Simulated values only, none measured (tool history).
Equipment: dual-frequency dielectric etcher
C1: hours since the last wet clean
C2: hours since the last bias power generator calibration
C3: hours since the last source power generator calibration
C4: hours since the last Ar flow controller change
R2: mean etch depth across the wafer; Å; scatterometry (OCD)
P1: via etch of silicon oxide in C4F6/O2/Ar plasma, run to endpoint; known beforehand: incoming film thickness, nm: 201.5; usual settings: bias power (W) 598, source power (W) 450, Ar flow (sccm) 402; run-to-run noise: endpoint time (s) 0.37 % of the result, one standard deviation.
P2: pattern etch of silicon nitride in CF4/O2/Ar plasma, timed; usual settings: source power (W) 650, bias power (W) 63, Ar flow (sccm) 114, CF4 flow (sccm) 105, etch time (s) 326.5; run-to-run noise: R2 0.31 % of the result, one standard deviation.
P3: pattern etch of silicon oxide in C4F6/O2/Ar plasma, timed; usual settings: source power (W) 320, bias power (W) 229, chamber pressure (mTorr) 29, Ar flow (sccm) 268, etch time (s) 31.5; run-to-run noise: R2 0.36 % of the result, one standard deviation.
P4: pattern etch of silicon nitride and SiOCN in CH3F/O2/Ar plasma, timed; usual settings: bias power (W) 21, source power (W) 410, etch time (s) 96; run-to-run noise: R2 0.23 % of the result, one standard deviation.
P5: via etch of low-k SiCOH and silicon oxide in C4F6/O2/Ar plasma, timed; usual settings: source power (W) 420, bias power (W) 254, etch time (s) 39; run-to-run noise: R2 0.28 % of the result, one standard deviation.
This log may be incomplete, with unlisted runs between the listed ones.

{"run": 1, "hour": 5.9, "process that ran": "P1", "bias power (W)": 598, "source power (W)": 450, "Ar flow (sccm)": 402, "C1": 127.4, "C2": 2614.4, "C3": 472, "C4": 2169.4, "endpoint time (s)": 41.525}
{"run": 2, "hour": 10.3, "process that ran": "P1", "bias power (W)": 803, "source power (W)": 450, "Ar flow (sccm)": 402, "C1": 131.8, "C2": 2618.8, "C3": 476.4, "C4": 2173.8, "endpoint time (s)": 36.739}
{"run": 3, "hour": 17.1, "process that ran": "P5", "bias power (W)": 254, "source power (W)": 420, "etch time (s)": 39, "C1": 138.6, "C2": 2625.6, "C3": 483.2, "C4": 2180.6, "R2": 1009.7}
{"run": 4, "hour": 22.8, "process that ran": "P4", "bias power (W)": 21, "source power (W)": 410, "etch time (s)": 143, "C1": 144.3, "C2": 2631.3, "C3": 488.9, "C4": 2186.3, "R2": 189.15}
{"run": 5, "hour": 27.9, "process that ran": "P5", "bias power (W)": 170, "source power (W)": 420, "etch time (s)": 39, "C1": 149.4, "C2": 2636.4, "C3": 494, "C4": 2191.4, "R2": 884.8}
{"run": 6, "hour": 33.8, "process that ran": "P3", "bias power (W)": 229, "source power (W)": 320, "Ar flow (sccm)": 353, "etch time (s)": 31.5, "chamber pressure (mTorr)": 29, "C1": 155.3, "C2": 2642.3, "C3": 499.9, "C4": 2197.3, "R2": 982.91}
{"run": 7, "hour": 37.9, "process that ran": "P1", "bias power (W)": 598, "source power (W)": 580, "Ar flow (sccm)": 282, "C1": 159.4, "C2": 2646.4, "C3": 504, "C4": 2201.4, "endpoint time (s)": 36}
{"run": 8, "hour": 41.7, "process that ran": "P1", "bias power (W)": 598, "source power (W)": 450, "Ar flow (sccm)": 476, "C1": 163.2, "C2": 2650.2, "C3": 507.8, "C4": 2205.2, "endpoint time (s)": 42.236}
{"run": 9, "hour": 47.3, "process that ran": "P4", "bias power (W)": 14, "source power (W)": 410, "etch time (s)": 96, "C1": 168.8, "C2": 2655.8, "C3": 513.4, "C4": 2210.8, "R2": 107.06}
{"run": 10, "hour": 55.6, "process that ran": "P5", "bias power (W)": 254, "source power (W)": 300, "etch time (s)": 39, "C1": 177.1, "C2": 2664.1, "C3": 521.7, "C4": 2219.1, "R2": 891.67}
{"run": 11, "hour": 61.0, "process that ran": "P1", "bias power (W)": 598, "source power (W)": 450, "Ar flow (sccm)": 402, "C1": 182.5, "C2": 2669.5, "C3": 527.1, "C4": 2224.5, "endpoint time (s)": 41.434}
{"run": 12, "hour": 66.6, "process that ran": "P2", "bias power (W)": 88, "source power (W)": 650, "Ar flow (sccm)": 114, "etch time (s)": 326.5, "CF4 flow (sccm)": 105, "C1": 188.1, "C2": 2675.1, "C3": 532.7, "C4": 2230.1, "R2": 9382.8}
{"run": 13, "hour": 73.5, "process that ran": "P3", "bias power (W)": 229, "source power (W)": 320, "Ar flow (sccm)": 268, "etch time (s)": 31.5, "chamber pressure (mTorr)": 38.5, "C1": 195, "C2": 2682, "C3": 539.6, "C4": 2237, "R2": 981.34}
{"run": 14, "hour": 80.3, "process that ran": "P2", "bias power (W)": 63, "source power (W)": 650, "Ar flow (sccm)": 114, "etch time (s)": 406, "CF4 flow (sccm)": 105, "C1": 201.8, "C2": 2688.8, "C3": 546.4, "C4": 2243.8, "R2": 10242}
{"run": 15, "hour": 85.2, "process that ran": "P1", "bias power (W)": 598, "source power (W)": 280, "Ar flow (sccm)": 402, "C1": 206.7, "C2": 2693.7, "C3": 551.3, "C4": 2248.7, "endpoint time (s)": 49.111}
{"run": 16, "hour": 92.9, "process that ran": "P3", "bias power (W)": 229, "source power (W)": 320, "Ar flow (sccm)": 268, "etch time (s)": 43, "chamber pressure (mTorr)": 29, "C1": 214.4, "C2": 2701.4, "C3": 559, "C4": 2256.4, "R2": 1376.2}
{"run": 17, "hour": 98.4, "process that ran": "P2", "bias power (W)": 63, "source power (W)": 650, "Ar flow (sccm)": 153, "etch time (s)": 326.5, "CF4 flow (sccm)": 105, "C1": 219.9, "C2": 2706.9, "C3": 564.5, "C4": 2261.9, "R2": 7900.9}
{"run": 18, "hour": 102.7, "process that ran": "P1", "bias power (W)": 598, "source power (W)": 450, "Ar flow (sccm)": 402, "C1": 224.2, "C2": 2711.2, "C3": 568.8, "C4": 2266.2, "endpoint time (s)": 41.226}
{"run": 19, "hour": 111.2, "process that ran": "P2", "bias power (W)": 63, "source power (W)": 650, "Ar flow (sccm)": 114, "etch time (s)": 326.5, "CF4 flow (sccm)": 148, "C1": 232.7, "C2": 2719.7, "C3": 577.3, "C4": 2274.7, "R2": 8571.4}
{"run": 20, "hour": 116.8, "process that ran": "P1", "bias power (W)": 598, "source power (W)": 450, "Ar flow (sccm)": 402, "C1": 238.3, "C2": 2725.3, "C3": 582.9, "C4": 2280.3, "endpoint time (s)": 41.276}
{"run": 21, "hour": 122.6, "process that ran": "P4", "bias power (W)": 21, "source power (W)": 410, "etch time (s)": 96, "C1": 244.1, "C2": 2731.1, "C3": 588.7, "C4": 2286.1, "R2": 126.61}
{"run": 22, "hour": 128.8, "process that ran": "P2", "bias power (W)": 63, "source power (W)": 860, "Ar flow (sccm)": 114, "etch time (s)": 326.5, "CF4 flow (sccm)": 105, "C1": 250.3, "C2": 2737.3, "C3": 594.9, "C4": 2292.3, "R2": 10493}
{"run": 23, "hour": 133.1, "process that ran": "P1", "bias power (W)": 598, "source power (W)": 450, "Ar flow (sccm)": 264, "C1": 254.6, "C2": 2741.6, "C3": 599.2, "C4": 2296.6, "endpoint time (s)": 39.361}
{"run": 24, "hour": 140.5, "process that ran": "P1", "bias power (W)": 399, "source power (W)": 450, "Ar flow (sccm)": 402, "C1": 262, "C2": 2749, "C3": 606.6, "C4": 2304, "endpoint time (s)": 48.083}
{"run": 25, "hour": 148.6, "process that ran": "P4", "bias power (W)": 21, "source power (W)": 270, "etch time (s)": 96, "C1": 270.1, "C2": 2757.1, "C3": 614.7, "C4": 2312.1, "R2": 110.04}
{"run": 26, "hour": 155.2, "process that ran": "P5", "bias power (W)": 254, "source power (W)": 420, "etch time (s)": 22.5, "C1": 276.7, "C2": 2763.7, "C3": 621.3, "C4": 2318.7, "R2": 577.13}
{"run": 27, "hour": 162.4, "process that ran": "P2", "bias power (W)": 63, "source power (W)": 650, "Ar flow (sccm)": 114, "etch time (s)": 326.5, "CF4 flow (sccm)": 105, "C1": 283.9, "C2": 2770.9, "C3": 628.5, "C4": 2325.9, "R2": 8247.9}
{"run": 28, "hour": 168.9, "process that ran": "P1", "bias power (W)": 598, "source power (W)": 550, "Ar flow (sccm)": 402, "C1": 290.4, "C2": 2777.4, "C3": 635, "C4": 2332.4, "endpoint time (s)": 38.491}
{"run": 29, "hour": 174.7, "process that ran": "P3", "bias power (W)": 229, "source power (W)": 210, "Ar flow (sccm)": 268, "etch time (s)": 31.5, "chamber pressure (mTorr)": 29, "C1": 296.2, "C2": 2783.2, "C3": 640.8, "C4": 2338.2, "R2": 860.73}
{"run": 30, "hour": 179.2, "process that ran": "P3", "bias power (W)": 289, "source power (W)": 320, "Ar flow (sccm)": 268, "etch time (s)": 31.5, "chamber pressure (mTorr)": 29, "C1": 300.7, "C2": 2787.7, "C3": 645.3, "C4": 2342.7, "R2": 1097.2}
{"run": 31, "hour": 184.0, "process that ran": "P3", "bias power (W)": 229, "source power (W)": 320, "Ar flow (sccm)": 268, "etch time (s)": 31.5, "chamber pressure (mTorr)": 29, "C1": 305.5, "C2": 2792.5, "C3": 650.1, "C4": 2347.5, "R2": 1013.1}
{"run": 32, "hour": 189.8, "process that ran": "P1", "bias power (W)": 598, "source power (W)": 450, "Ar flow (sccm)": 402, "C1": 311.3, "C2": 2798.3, "C3": 655.9, "C4": 2353.3, "endpoint time (s)": 40.916}
{"run": 33, "hour": 193.9, "process that ran": "P1", "bias power (W)": 598, "source power (W)": 450, "Ar flow (sccm)": 402, "C1": 315.4, "C2": 2802.4, "C3": 660, "C4": 2357.4, "endpoint time (s)": 41.628}
{"run": 34, "hour": 200.1, "process that ran": "P1", "bias power (W)": 598, "source power (W)": 450, "Ar flow (sccm)": 402, "C1": 321.6, "C2": 2808.6, "C3": 666.2, "C4": 2363.6, "endpoint time (s)": 41.882}
{"run": 35, "hour": 206.6, "process that ran": "P1", "bias power (W)": 598, "source power (W)": 450, "Ar flow (sccm)": 402, "C1": 328.1, "C2": 2815.1, "C3": 672.7, "C4": 2370.1, "endpoint time (s)": 41.67}
{"run": 36, "hour": 213.8, "process that ran": "P1", "bias power (W)": 598, "source power (W)": 450, "Ar flow (sccm)": 402, "C1": 335.3, "C2": 2822.3, "C3": 679.9, "C4": 2377.3, "endpoint time (s)": 41.954}
{"hour": 215.8, "done": "wet clean of the chamber"}
{"run": 37, "hour": 220.6, "process that ran": "P1", "bias power (W)": 598, "source power (W)": 450, "Ar flow (sccm)": 402, "C1": 4.8, "C2": 2829.1, "C3": 686.7, "C4": 2384.1, "endpoint time (s)": 42.359}
{"run": 38, "hour": 226.7, "process that ran": "P1", "bias power (W)": 598, "source power (W)": 450, "Ar flow (sccm)": 402, "C1": 10.9, "C2": 2835.2, "C3": 692.8, "C4": 2390.2, "endpoint time (s)": 41.826}
{"run": 39, "hour": 234.1, "process that ran": "P1", "bias power (W)": 598, "source power (W)": 450, "Ar flow (sccm)": 402, "C1": 18.3, "C2": 2842.6, "C3": 700.2, "C4": 2397.6, "endpoint time (s)": 42.208}
{"run": 40, "hour": 239.9, "process that ran": "P1", "bias power (W)": 598, "source power (W)": 450, "Ar flow (sccm)": 402, "C1": 24.1, "C2": 2848.4, "C3": 706, "C4": 2403.4, "endpoint time (s)": 42.091}

The log shows P1 creeping away from where it was. Any of the 2 causes listed here, at the size stated for it, fits the log just as well as the others:
A: source power that arrives under what is set, % = 4.88
B: bias power that arrives under what is set, % = 4.71
The gradual shift began around hour 189.8.
Every other cause this tool's parts could produce, and why it does not fit the log:
chamber walls in a state that lowers the etch rate, %: serviced at hour 215.8, which brought nothing back
Ar flow that arrives over what is set, %: can reach only 8, and even then endpoint time (s) would move by +0.9 %, too little or the wrong way

Listed below are the offered check runs, one wafer per run, with question marks in place of results. For which of them would the causes give clearly different outcomes?
{"run": "check 1", "hour": 245.7, "process that ran": "P5", "bias power (W)": 254, "source power (W)": 310, "etch time (s)": 22.5, "R2": "?"}
{"run": "check 2", "hour": 245.7, "process that ran": "P2", "bias power (W)": 63, "source power (W)": 650, "Ar flow (sccm)": 138, "etch time (s)": 326.5, "CF4 flow (sccm)": 105, "R2": "?"}
{"run": "check 3", "hour": 245.7, "process that ran": "P4", "bias power (W)": 15, "source power (W)": 410, "etch time (s)": 96, "R2": "?"}
{"run": "check 4", "hour": 245.7, "process that ran": "P3", "bias power (W)": 229, "source power (W)": 210, "Ar flow (sccm)": 268, "etch time (s)": 38.5, "chamber pressure (mTorr)": 29, "R2": "?"}

Predicted outcomes, by check and by cause:
check=check_1 result=R2 if_A=507.62 if_B=508.87
check=check_2 result=R2 if_A=7691.1 if_B=7878.7
check=check_3 result=R2 if_A=108.11 if_B=107.97
check=check_4 result=R2 if_A=1033.4 if_B=1035.9
Minimum pairwise separation of causes per check, each pair taken at its best-separating result: check 1 0.25 %; check 2 2.41 %; check 3 0.14 %; check 4 0.23 %
The causes can be told apart only by check 2. The other checks would give nearly the same results under each of them.

Running check 2 produced the following: R2 7836 Å. Which one of the listed causes fits?

The cause is B: bias power that arrives under what is set, %.
